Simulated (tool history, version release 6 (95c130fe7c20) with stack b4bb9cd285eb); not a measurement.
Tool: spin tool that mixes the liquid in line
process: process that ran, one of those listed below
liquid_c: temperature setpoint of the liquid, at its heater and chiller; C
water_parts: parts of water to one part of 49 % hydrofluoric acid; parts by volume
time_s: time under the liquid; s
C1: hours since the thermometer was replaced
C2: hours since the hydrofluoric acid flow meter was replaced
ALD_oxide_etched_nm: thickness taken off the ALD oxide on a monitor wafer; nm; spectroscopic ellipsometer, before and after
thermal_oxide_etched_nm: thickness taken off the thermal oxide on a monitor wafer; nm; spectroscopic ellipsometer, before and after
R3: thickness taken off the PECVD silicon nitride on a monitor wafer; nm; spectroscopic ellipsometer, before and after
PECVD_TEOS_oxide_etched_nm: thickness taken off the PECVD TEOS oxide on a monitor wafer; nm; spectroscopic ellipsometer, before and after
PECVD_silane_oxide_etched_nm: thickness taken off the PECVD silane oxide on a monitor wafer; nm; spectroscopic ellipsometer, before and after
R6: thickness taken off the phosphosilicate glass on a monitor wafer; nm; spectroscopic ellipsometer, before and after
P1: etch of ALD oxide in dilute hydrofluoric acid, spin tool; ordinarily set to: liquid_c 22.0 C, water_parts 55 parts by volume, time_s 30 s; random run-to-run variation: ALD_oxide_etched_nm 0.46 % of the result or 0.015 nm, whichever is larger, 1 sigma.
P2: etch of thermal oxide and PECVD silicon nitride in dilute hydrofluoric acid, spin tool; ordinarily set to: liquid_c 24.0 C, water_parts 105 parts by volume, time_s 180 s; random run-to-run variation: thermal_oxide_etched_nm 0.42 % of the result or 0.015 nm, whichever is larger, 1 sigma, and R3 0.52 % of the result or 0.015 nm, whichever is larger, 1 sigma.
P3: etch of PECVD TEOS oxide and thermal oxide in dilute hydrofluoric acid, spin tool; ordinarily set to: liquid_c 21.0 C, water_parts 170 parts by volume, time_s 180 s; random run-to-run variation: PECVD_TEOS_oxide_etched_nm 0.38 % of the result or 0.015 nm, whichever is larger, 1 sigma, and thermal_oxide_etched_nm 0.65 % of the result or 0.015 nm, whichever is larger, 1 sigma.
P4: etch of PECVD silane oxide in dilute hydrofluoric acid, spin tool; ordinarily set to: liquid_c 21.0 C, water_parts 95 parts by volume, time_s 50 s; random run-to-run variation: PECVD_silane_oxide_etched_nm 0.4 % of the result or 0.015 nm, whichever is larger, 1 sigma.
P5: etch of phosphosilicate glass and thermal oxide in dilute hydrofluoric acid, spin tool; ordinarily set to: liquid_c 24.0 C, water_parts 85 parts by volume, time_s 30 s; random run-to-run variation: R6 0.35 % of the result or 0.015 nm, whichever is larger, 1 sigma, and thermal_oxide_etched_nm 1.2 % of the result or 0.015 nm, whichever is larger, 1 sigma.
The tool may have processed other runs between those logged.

{"run": 1, "hour": 5.6, "process": "P1", "liquid_c": 22.0, "water_parts": 55, "time_s": 30, "C1": 1353.4, "C2": 1776.3, "ALD_oxide_etched_nm": 14.239}
{"run": 2, "hour": 10.1, "process": "P2", "liquid_c": 19.5, "water_parts": 105, "time_s": 180, "C1": 1357.9, "C2": 1780.8, "thermal_oxide_etched_nm": 6.6277, "R3": 4.928}
{"run": 3, "hour": 15.6, "process": "P3", "liquid_c": 28.5, "water_parts": 170, "time_s": 180, "C1": 1363.4, "C2": 1786.3, "thermal_oxide_etched_nm": 5.2732, "PECVD_TEOS_oxide_etched_nm": 17.677}
{"run": 4, "hour": 21.7, "process": "P3", "liquid_c": 21.0, "water_parts": 60, "time_s": 180, "C1": 1369.5, "C2": 1792.4, "thermal_oxide_etched_nm": 12.799, "PECVD_TEOS_oxide_etched_nm": 42.933}
{"run": 5, "hour": 25.3, "process": "P1", "liquid_c": 28.0, "water_parts": 55, "time_s": 30, "C1": 1373.1, "C2": 1796.0, "ALD_oxide_etched_nm": 18.352}
{"hour": 28.1, "done": "thermometer replaced"}
{"run": 6, "hour": 29.1, "process": "P3", "liquid_c": 21.0, "water_parts": 170, "time_s": 365, "C1": 1.1, "C2": 1799.8, "thermal_oxide_etched_nm": 8.0295, "PECVD_TEOS_oxide_etched_nm": 27.247}
{"run": 7, "hour": 32.3, "process": "P4", "liquid_c": 21.0, "water_parts": 20, "time_s": 50, "C1": 4.3, "C2": 1803.0, "PECVD_silane_oxide_etched_nm": 50.595}
{"run": 8, "hour": 35.7, "process": "P5", "liquid_c": 24.0, "water_parts": 150, "time_s": 30, "C1": 7.7, "C2": 1806.4, "thermal_oxide_etched_nm": 0.94718, "R6": 27.894}
{"run": 9, "hour": 38.9, "process": "P1", "liquid_c": 22.0, "water_parts": 55, "time_s": 30, "C1": 10.9, "C2": 1809.6, "ALD_oxide_etched_nm": 14.368}
{"run": 10, "hour": 43.3, "process": "P1", "liquid_c": 22.0, "water_parts": 55, "time_s": 15, "C1": 15.3, "C2": 1814.0, "ALD_oxide_etched_nm": 7.1937}
{"run": 11, "hour": 47.6, "process": "P1", "liquid_c": 22.0, "water_parts": 95, "time_s": 30, "C1": 19.6, "C2": 1818.3, "ALD_oxide_etched_nm": 8.0016}
{"run": 12, "hour": 50.9, "process": "P4", "liquid_c": 21.0, "water_parts": 95, "time_s": 85, "C1": 22.9, "C2": 1821.6, "PECVD_silane_oxide_etched_nm": 16.454}
{"run": 13, "hour": 56.5, "process": "P5", "liquid_c": 24.0, "water_parts": 85, "time_s": 15, "C1": 28.5, "C2": 1827.2, "thermal_oxide_etched_nm": 0.90919, "R6": 26.909}
{"run": 14, "hour": 62.6, "process": "P1", "liquid_c": 22.0, "water_parts": 55, "time_s": 30, "C1": 34.6, "C2": 1833.3, "ALD_oxide_etched_nm": 14.288}
{"run": 15, "hour": 67.3, "process": "P1", "liquid_c": 22.0, "water_parts": 55, "time_s": 30, "C1": 39.3, "C2": 1838.0, "ALD_oxide_etched_nm": 14.392}
{"run": 16, "hour": 72.1, "process": "P5", "liquid_c": 31.5, "water_parts": 85, "time_s": 30, "C1": 44.1, "C2": 1842.8, "thermal_oxide_etched_nm": 2.3807, "R6": 71.77}
{"run": 17, "hour": 76.8, "process": "P4", "liquid_c": 26.5, "water_parts": 95, "time_s": 50, "C1": 48.8, "C2": 1847.5, "PECVD_silane_oxide_etched_nm": 12.025}
{"run": 18, "hour": 82.0, "process": "P1", "liquid_c": 27.5, "water_parts": 55, "time_s": 15, "C1": 54.0, "C2": 1852.7, "ALD_oxide_etched_nm": 8.934}
{"run": 19, "hour": 86.3, "process": "P1", "liquid_c": 22.0, "water_parts": 55, "time_s": 60, "C1": 58.3, "C2": 1857.0, "ALD_oxide_etched_nm": 28.964}
{"run": 20, "hour": 90.7, "process": "P4", "liquid_c": 21.0, "water_parts": 95, "time_s": 50, "C1": 62.7, "C2": 1861.4, "PECVD_silane_oxide_etched_nm": 9.7082}
{"run": 21, "hour": 95.6, "process": "P5", "liquid_c": 24.0, "water_parts": 85, "time_s": 30, "C1": 67.6, "C2": 1866.3, "thermal_oxide_etched_nm": 1.7905, "R6": 53.246}
{"run": 22, "hour": 101.9, "process": "P2", "liquid_c": 24.0, "water_parts": 105, "time_s": 350, "C1": 73.9, "C2": 1872.6, "thermal_oxide_etched_nm": 15.503, "R3": 12.841}
{"run": 23, "hour": 106.2, "process": "P1", "liquid_c": 22.0, "water_parts": 55, "time_s": 30, "C1": 78.2, "C2": 1876.9, "ALD_oxide_etched_nm": 14.362}
{"run": 24, "hour": 111.7, "process": "P1", "liquid_c": 17.0, "water_parts": 55, "time_s": 30, "C1": 83.7, "C2": 1882.4, "ALD_oxide_etched_nm": 11.595}
{"run": 25, "hour": 116.2, "process": "P3", "liquid_c": 21.0, "water_parts": 170, "time_s": 180, "C1": 88.2, "C2": 1886.9, "thermal_oxide_etched_nm": 3.9883, "PECVD_TEOS_oxide_etched_nm": 13.45}
{"run": 26, "hour": 120.8, "process": "P5", "liquid_c": 24.0, "water_parts": 85, "time_s": 30, "C1": 92.8, "C2": 1891.5, "thermal_oxide_etched_nm": 1.7111, "R6": 53.59}
{"run": 27, "hour": 124.9, "process": "P1", "liquid_c": 22.0, "water_parts": 35, "time_s": 15, "C1": 96.9, "C2": 1895.6, "ALD_oxide_etched_nm": 11.57}
{"run": 28, "hour": 131.2, "process": "P1", "liquid_c": 22.0, "water_parts": 55, "time_s": 30, "C1": 103.2, "C2": 1901.9, "ALD_oxide_etched_nm": 14.33}
{"run": 29, "hour": 134.3, "process": "P1", "liquid_c": 22.0, "water_parts": 25, "time_s": 30, "C1": 106.3, "C2": 1905.0, "ALD_oxide_etched_nm": 32.945}
{"run": 30, "hour": 137.6, "process": "P1", "liquid_c": 22.0, "water_parts": 55, "time_s": 30, "C1": 109.6, "C2": 1908.3, "ALD_oxide_etched_nm": 14.311}
{"run": 31, "hour": 142.3, "process": "P2", "liquid_c": 24.0, "water_parts": 105, "time_s": 180, "C1": 114.3, "C2": 1913.0, "thermal_oxide_etched_nm": 7.9258, "R3": 6.5753}
{"run": 32, "hour": 147.7, "process": "P2", "liquid_c": 24.0, "water_parts": 180, "time_s": 180, "C1": 119.7, "C2": 1918.4, "thermal_oxide_etched_nm": 4.2387, "R3": 3.8707}
{"run": 33, "hour": 152.7, "process": "P4", "liquid_c": 21.0, "water_parts": 95, "time_s": 50, "C1": 124.7, "C2": 1923.4, "PECVD_silane_oxide_etched_nm": 9.6419}
{"run": 34, "hour": 156.3, "process": "P1", "liquid_c": 22.0, "water_parts": 55, "time_s": 30, "C1": 128.3, "C2": 1927.0, "ALD_oxide_etched_nm": 14.303}
{"run": 35, "hour": 159.6, "process": "P1", "liquid_c": 22.0, "water_parts": 55, "time_s": 30, "C1": 131.6, "C2": 1930.3, "ALD_oxide_etched_nm": 14.88}
{"run": 36, "hour": 163.4, "process": "P1", "liquid_c": 22.0, "water_parts": 55, "time_s": 30, "C1": 135.4, "C2": 1934.1, "ALD_oxide_etched_nm": 15.201}
{"run": 37, "hour": 166.2, "process": "P1", "liquid_c": 22.0, "water_parts": 55, "time_s": 30, "C1": 138.2, "C2": 1936.9, "ALD_oxide_etched_nm": 15.132}
{"run": 38, "hour": 169.4, "process": "P1", "liquid_c": 22.0, "water_parts": 55, "time_s": 30, "C1": 141.4, "C2": 1940.1, "ALD_oxide_etched_nm": 15.347}
{"run": 39, "hour": 172.8, "process": "P1", "liquid_c": 22.0, "water_parts": 55, "time_s": 30, "C1": 144.8, "C2": 1943.5, "ALD_oxide_etched_nm": 15.34}
{"run": 40, "hour": 178.6, "process": "P1", "liquid_c": 22.0, "water_parts": 55, "time_s": 30, "C1": 150.6, "C2": 1949.3, "ALD_oxide_etched_nm": 15.515}

The log shows P1 creeping away from where it was. Any of the 2 causes listed here, at the size stated for it, fits the log just as well as the others:
A: liquid hotter than its thermometer reads (K) = 1.57
B: hydrofluoric acid flow above the setpoint (%) = 6.27
At approximately hour 156.3, the process output began to creep.

4 check runs are offered, one wafer each, their results left as question marks. Which one tells the causes apart?
{"run": "check 1", "hour": 184.4, "process": "P5", "liquid_c": 28.5, "water_parts": 85, "time_s": 30, "thermal_oxide_etched_nm": "?", "R6": "?"}
{"run": "check 2", "hour": 184.4, "process": "P3", "liquid_c": 21.0, "water_parts": 85, "time_s": 285, "thermal_oxide_etched_nm": "?", "PECVD_TEOS_oxide_etched_nm": "?"}
{"run": "check 3", "hour": 184.4, "process": "P4", "liquid_c": 21.0, "water_parts": 30, "time_s": 70, "PECVD_silane_oxide_etched_nm": "?"}
{"run": "check 4", "hour": 184.4, "process": "P2", "liquid_c": 24.0, "water_parts": 170, "time_s": 320, "thermal_oxide_etched_nm": "?", "R3": "?"}

Expected result of each check under each candidate cause:
check=check_1 result=thermal_oxide_etched_nm if_A=2.24120 if_B=2.25890
check=check_1 result=R6 if_A=67.804 if_B=68.342
check=check_2 result=thermal_oxide_etched_nm if_A=14.79000 if_B=14.83000
check=check_2 result=PECVD_TEOS_oxide_etched_nm if_A=49.745 if_B=49.878
check=check_3 result=PECVD_silane_oxide_etched_nm if_A=49.5260 if_B=49.3400
check=check_4 result=thermal_oxide_etched_nm if_A=8.59270 if_B=8.70810
check=check_4 result=R3 if_A=8.0753 if_B=7.7619
Gap, in per cent, between the two causes that each check separates least, read from the result that separates them most: check 1 0.79 %; check 2 0.27 %; check 3 0.38 %; check 4 3.96 %
Only in check 4 would the causes give clearly different results; in the remaining checks their results would be nearly the same.

The results of check 4 are: thermal_oxide_etched_nm 8.60350 nm; R3 7.9850 nm. Based on these, which of the listed causes is it?

A is the cause: liquid hotter than its thermometer reads (K).

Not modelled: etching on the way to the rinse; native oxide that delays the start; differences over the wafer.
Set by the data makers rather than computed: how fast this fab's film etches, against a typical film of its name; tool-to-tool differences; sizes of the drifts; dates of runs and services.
